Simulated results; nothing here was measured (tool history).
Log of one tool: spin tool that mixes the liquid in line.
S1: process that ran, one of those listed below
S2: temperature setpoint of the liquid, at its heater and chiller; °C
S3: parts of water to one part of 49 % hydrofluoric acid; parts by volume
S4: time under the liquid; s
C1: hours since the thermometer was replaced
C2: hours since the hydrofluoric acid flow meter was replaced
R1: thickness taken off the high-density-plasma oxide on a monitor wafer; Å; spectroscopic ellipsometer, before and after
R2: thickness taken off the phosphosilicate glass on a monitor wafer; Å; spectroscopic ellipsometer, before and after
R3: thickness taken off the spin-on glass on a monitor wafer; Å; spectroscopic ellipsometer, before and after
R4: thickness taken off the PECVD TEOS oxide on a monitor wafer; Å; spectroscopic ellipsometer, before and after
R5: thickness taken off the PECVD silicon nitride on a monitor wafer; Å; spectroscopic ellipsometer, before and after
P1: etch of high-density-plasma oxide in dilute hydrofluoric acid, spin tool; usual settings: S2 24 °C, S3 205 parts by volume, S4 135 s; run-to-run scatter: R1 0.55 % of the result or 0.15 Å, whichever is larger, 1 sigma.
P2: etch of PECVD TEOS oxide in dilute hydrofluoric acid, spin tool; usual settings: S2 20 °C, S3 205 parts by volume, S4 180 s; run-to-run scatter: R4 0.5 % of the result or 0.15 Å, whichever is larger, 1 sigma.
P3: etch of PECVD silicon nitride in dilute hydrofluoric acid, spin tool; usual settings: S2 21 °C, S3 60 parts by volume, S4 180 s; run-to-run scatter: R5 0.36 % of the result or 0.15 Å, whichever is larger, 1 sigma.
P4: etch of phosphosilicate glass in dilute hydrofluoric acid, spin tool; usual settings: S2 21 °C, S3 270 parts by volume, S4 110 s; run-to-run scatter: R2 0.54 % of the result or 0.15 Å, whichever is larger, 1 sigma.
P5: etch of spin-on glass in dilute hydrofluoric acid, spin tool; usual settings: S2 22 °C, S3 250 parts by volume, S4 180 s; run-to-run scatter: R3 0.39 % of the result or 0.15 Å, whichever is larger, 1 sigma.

run,hour,S1,S2,S3,S4,C1,C2,R1,R2,R3,R4,R5
1,14.2,P1,24,205,135,500.4,1100.9,41.884,,,,
2,27.6,P4,21,270,35,513.8,1114.3,,73.297,,,
3,39.3,P1,24,205,135,525.5,1126,41.882,,,,
4,55.5,P5,22,250,30,541.7,1142.2,,,55.791,,
5,74.4,P2,20,290,180,560.6,1161.1,,,,95.566,
6,92,P3,17,60,180,578.2,1178.7,,,,,41.393
7,102.7,P3,21,60,180,588.9,1189.4,,,,,54.804
8,117.1,P1,21,285,135,603.3,1203.8,24.736,,,,
9,135.1,P1,24,205,35,621.3,1221.8,10.982,,,,
10,148.9,P1,20.5,205,135,635.1,1235.6,36.712,,,,
11,166.2,P4,21,410,110,652.4,1252.9,,134.53,,,
12,177.5,P2,20,205,300,663.7,1264.2,,,,245.6,
13,196.7,P5,22,250,180,682.9,1283.4,,,335.63,,
14,212.4,P3,21,60,55,698.6,1299.1,,,,,16.931
15,229.3,P1,32.5,205,135,715.5,1316,56.424,,,,
16,247,P1,24,205,135,733.2,1333.7,42.026,,,,
17,265.9,P2,17,205,180,752.1,1352.6,,,,130.59,
18,281,P5,28.5,250,180,767.2,1367.7,,,420.99,,
19,291.3,P1,24,325,260,777.5,1378,45.397,,,,
20,301,P1,24,205,135,787.2,1387.7,41.835,,,,
21,311,P4,28,270,110,797.2,1397.7,,295.4,,,
22,321,P1,24,205,135,807.2,1407.7,42.084,,,,
23,340.1,P1,24,205,230,826.3,1426.8,71.68,,,,
24,349.3,P1,24,285,135,835.5,1436,28.124,,,,
25,366.7,P1,24,125,135,852.9,1453.4,75.238,,,,
26,380.1,P4,21,270,110,866.3,1466.8,,232.93,,,
# hour 382.4: hydrofluoric acid flow meter replaced
27,396.6,P1,24,205,135,882.8,14.2,41.418,,,,
28,415.2,P5,22,155,180,901.4,32.8,,,596.21,,
29,431.2,P3,21,30,180,917.4,48.8,,,,,107.69
30,443.3,P4,21,270,110,929.5,60.9,,230.77,,,
31,458.4,P1,31.5,205,260,944.6,76,105.45,,,,
32,467.9,P2,20,205,180,954.1,85.5,,,,146.77,
33,478.9,P1,24,205,135,965.1,96.5,42.148,,,,
34,491.1,P1,24,205,135,977.3,108.7,42.181,,,,
35,508.9,P1,24,205,135,995.1,126.5,43.453,,,,
36,526.9,P1,24,205,135,1013.1,144.5,43.956,,,,
37,535.5,P1,24,205,135,1021.7,153.1,44.005,,,,
38,548.7,P1,24,205,135,1034.9,166.3,44.628,,,,
39,565.8,P1,24,205,135,1052,183.4,44.434,,,,
40,575.4,P1,24,205,135,1061.6,193,44.555,,,,
41,591.6,P1,24,205,135,1077.8,209.2,44.375,,,,
42,600.9,P1,24,205,135,1087.1,218.5,45.619,,,,
43,611.8,P1,24,205,135,1098,229.4,44.868,,,,
44,623.2,P1,24,205,135,1109.4,240.8,44.975,,,,
45,636.3,P1,24,205,135,1122.5,253.9,44.985,,,,

What P1 gives has crept away from where it was. These 2 causes fit the log equally well, each at the size given:
A: liquid hotter than its thermometer reads (K) = 1.86
B: hydrofluoric acid flow above the setpoint (%) = 5.74
The creep began at about hour 491.1.

4 check runs are offered, one wafer each, their results left as question marks. Which one tells the causes apart?
check 1,649.4,P5,22,250,180,,,,,?,,
check 2,649.4,P3,21,60,180,,,,,,,?
check 3,649.4,P4,21,270,110,,,,?,,,
check 4,649.4,P2,20,205,180,,,,,,?,

What each check would give under each cause:
check,result,if A,if B
check 1,R3,357.9,358.51
check 2,R5,62.416,58.062
check 3,R2,246.95,247.49
check 4,R4,157.42,156.77
How far apart the two closest causes lie, in the result that separates them most: check 1 0.17 %; check 2 7.23 %; check 3 0.22 %; check 4 0.41 %
Check 2 tells the causes apart: in the others they would give nearly the same result.

Then check 2 was run and gave: R5 62.433 Å. Which cause is it?

It is A: liquid hotter than its thermometer reads (K).
